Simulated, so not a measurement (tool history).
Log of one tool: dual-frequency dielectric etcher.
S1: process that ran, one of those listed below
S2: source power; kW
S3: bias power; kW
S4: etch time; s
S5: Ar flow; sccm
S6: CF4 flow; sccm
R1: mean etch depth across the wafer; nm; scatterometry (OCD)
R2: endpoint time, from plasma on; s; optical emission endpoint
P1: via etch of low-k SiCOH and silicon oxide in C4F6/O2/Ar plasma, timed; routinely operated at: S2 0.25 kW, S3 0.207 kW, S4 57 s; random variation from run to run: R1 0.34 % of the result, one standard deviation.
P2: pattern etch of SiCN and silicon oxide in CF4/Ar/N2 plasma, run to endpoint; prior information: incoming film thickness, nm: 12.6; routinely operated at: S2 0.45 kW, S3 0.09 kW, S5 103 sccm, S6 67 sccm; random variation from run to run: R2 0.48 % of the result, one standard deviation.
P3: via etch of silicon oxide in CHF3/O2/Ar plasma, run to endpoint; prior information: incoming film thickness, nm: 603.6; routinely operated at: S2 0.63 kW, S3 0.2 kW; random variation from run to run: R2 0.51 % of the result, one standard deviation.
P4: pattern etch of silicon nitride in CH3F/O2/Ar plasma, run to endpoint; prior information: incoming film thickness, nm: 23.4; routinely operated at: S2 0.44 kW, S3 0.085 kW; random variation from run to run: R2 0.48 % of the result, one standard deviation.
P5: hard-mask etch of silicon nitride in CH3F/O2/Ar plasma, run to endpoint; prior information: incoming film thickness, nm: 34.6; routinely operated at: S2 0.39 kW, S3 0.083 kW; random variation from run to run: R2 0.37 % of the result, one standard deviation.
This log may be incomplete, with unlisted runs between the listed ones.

run,hour,S1,S2,S3,S4,S5,S6,R1,R2
1,18.6,P1,0.25,0.207,57,,,141.19,
2,31.5,P2,0.45,0.09,,124,67,,14.073
3,39.9,P3,0.63,0.163,,,,,313.1
4,58.7,P4,0.57,0.085,,,,,28.399
5,72.8,P4,0.44,0.085,,,,,31.516
6,87.5,P1,0.25,0.131,57,,,121.47,
7,99.8,P1,0.35,0.207,57,,,160.93,
8,112.3,P3,0.63,0.2,,,,,294.79
9,125.2,P2,0.36,0.09,,103,67,,16.869
10,143.3,P3,0.84,0.2,,,,,263.09
11,154.5,P1,0.25,0.207,35.5,,,87.45,
12,167.3,P5,0.39,0.083,,,,,50.655
13,180.6,P5,0.23,0.083,,,,,61.904
14,193.2,P2,0.45,0.124,,103,67,,12.302
# hour 205.6: wet clean of the chamber
15,207.9,P1,0.25,0.207,82.5,,,204.34,
16,218.8,P1,0.25,0.207,57,,,141.33,
17,231,P1,0.16,0.207,57,,,119.23,
18,240.7,P1,0.2,0.171,57,,,120.36,
19,256.3,P2,0.45,0.09,,103,48,,14.483
20,274.3,P2,0.45,0.09,,103,67,,13.724
21,286.1,P1,0.25,0.207,57,,,141.08,
22,300.5,P4,0.44,0.117,,,,,28.078
23,311.8,P4,0.44,0.085,,,,,31.551
24,323.7,P1,0.25,0.257,57,,,151.87,
25,338.9,P1,0.25,0.207,57,,,140.52,
26,352.9,P1,0.25,0.207,57,,,140.18,
27,369.8,P5,0.39,0.103,,,,,46.313
28,379.4,P1,0.25,0.207,57,,,140.3,
29,388.6,P1,0.25,0.207,57,,,139.75,
30,402.6,P1,0.25,0.207,57,,,139.82,
31,411.2,P1,0.25,0.207,57,,,138.56,
# hour 413.3: wet clean of the chamber
32,420.2,P1,0.25,0.207,57,,,139.33,
33,437.7,P1,0.25,0.207,57,,,138.58,
34,455.2,P1,0.25,0.207,57,,,138.77,

Forecast run 35:
35,468.9,P1,0.25,0.207,57,,,?,

R1: 138.01 nm
